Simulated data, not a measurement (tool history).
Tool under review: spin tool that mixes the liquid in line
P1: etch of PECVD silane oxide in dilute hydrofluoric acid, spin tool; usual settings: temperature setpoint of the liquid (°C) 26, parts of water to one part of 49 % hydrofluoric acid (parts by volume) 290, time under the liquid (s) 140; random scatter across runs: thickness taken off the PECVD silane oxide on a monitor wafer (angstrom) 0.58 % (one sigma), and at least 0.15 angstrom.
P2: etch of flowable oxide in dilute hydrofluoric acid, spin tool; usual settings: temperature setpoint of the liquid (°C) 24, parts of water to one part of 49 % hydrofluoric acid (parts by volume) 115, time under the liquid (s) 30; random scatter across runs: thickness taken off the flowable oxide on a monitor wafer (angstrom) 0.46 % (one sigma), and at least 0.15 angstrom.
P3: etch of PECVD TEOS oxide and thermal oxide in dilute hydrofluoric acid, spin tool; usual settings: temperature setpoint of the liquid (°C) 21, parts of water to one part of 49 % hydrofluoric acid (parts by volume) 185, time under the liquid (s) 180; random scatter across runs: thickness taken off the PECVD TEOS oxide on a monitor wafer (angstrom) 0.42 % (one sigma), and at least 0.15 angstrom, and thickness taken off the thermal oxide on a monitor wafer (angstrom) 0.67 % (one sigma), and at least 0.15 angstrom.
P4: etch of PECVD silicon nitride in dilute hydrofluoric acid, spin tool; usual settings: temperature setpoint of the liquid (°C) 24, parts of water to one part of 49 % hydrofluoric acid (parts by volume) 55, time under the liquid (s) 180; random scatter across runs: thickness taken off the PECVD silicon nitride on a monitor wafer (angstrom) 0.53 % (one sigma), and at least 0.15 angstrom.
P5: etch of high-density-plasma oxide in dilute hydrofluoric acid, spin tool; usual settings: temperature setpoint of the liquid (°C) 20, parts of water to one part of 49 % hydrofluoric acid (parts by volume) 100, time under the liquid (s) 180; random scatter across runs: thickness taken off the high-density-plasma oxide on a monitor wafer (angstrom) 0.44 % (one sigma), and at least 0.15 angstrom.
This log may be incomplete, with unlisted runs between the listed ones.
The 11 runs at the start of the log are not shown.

run,hour,process that ran,temperature setpoint of the liquid (°C),parts of water to one part of 49 % hydrofluoric acid (parts by volume),time under the liquid (s),hours since the thermometer was replaced,hours since the hydrofluoric acid flow meter was replaced,thickness taken off the PECVD silane oxide on a monitor wafer (angstrom),thickness taken off the PECVD silicon nitride on a monitor wafer (angstrom),thickness taken off the flowable oxide on a monitor wafer (angstrom),thickness taken off the high-density-plasma oxide on a monitor wafer (angstrom),thickness taken off the PECVD TEOS oxide on a monitor wafer (angstrom),thickness taken off the thermal oxide on a monitor wafer (angstrom)
12,90.6,P4,24,95,180,968.1,329,,48.423,,,,
13,96.6,P3,21,185,180,974.1,335,,,,,121.86,38.159
14,102.4,P1,32,135,140,979.9,340.8,194.96,,,,,
15,107.4,P3,21,185,180,984.9,345.8,,,,,123.18,38.729
16,117.8,P1,26,290,140,995.3,356.2,61.821,,,,,
17,124.8,P2,24,115,30,1002.3,363.2,,,126.09,,,
18,134,P5,20,100,180,1011.5,372.4,,,,79.352,,
19,140.8,P1,26,450,140,1018.3,379.2,34.391,,,,,
20,148.5,P5,17,100,180,1026,386.9,,,,69.524,,
21,157,P2,24,115,45,1034.5,395.4,,,188.78,,,
22,162.4,P2,24,205,30,1039.9,400.8,,,63.568,,,
23,167.6,P4,24,55,180,1045.1,406,,82.275,,,,
24,173.1,P3,21,95,180,1050.6,411.5,,,,,263.73,82.951
25,181.6,P2,17,115,30,1059.1,420,,,95.928,,,
26,189.1,P1,32.5,290,140,1066.6,427.5,76.646,,,,,
27,197.3,P3,17,185,180,1074.8,435.7,,,,,105.11,33.037
28,203.1,P1,26,290,140,1080.6,441.5,62.093,,,,,
29,213.7,P1,26,190,225,1091.2,452.1,169.53,,,,,
30,222.8,P4,24,55,360,1100.3,461.2,,164.37,,,,
31,232.4,P1,26,290,140,1109.9,470.8,62.15,,,,,
32,241.3,P5,20,100,180,1118.8,479.7,,,,78.954,,
33,248.9,P3,21,185,15,1126.4,487.3,,,,,10.016,3.0951

Estimate the outcome of run 34 from the log above:
34,257.7,P1,26,290,140,1135.2,496.1,?,,,,,

{"run 34": {"thickness taken off the PECVD silane oxide on a monitor wafer (angstrom)": 62.049}}

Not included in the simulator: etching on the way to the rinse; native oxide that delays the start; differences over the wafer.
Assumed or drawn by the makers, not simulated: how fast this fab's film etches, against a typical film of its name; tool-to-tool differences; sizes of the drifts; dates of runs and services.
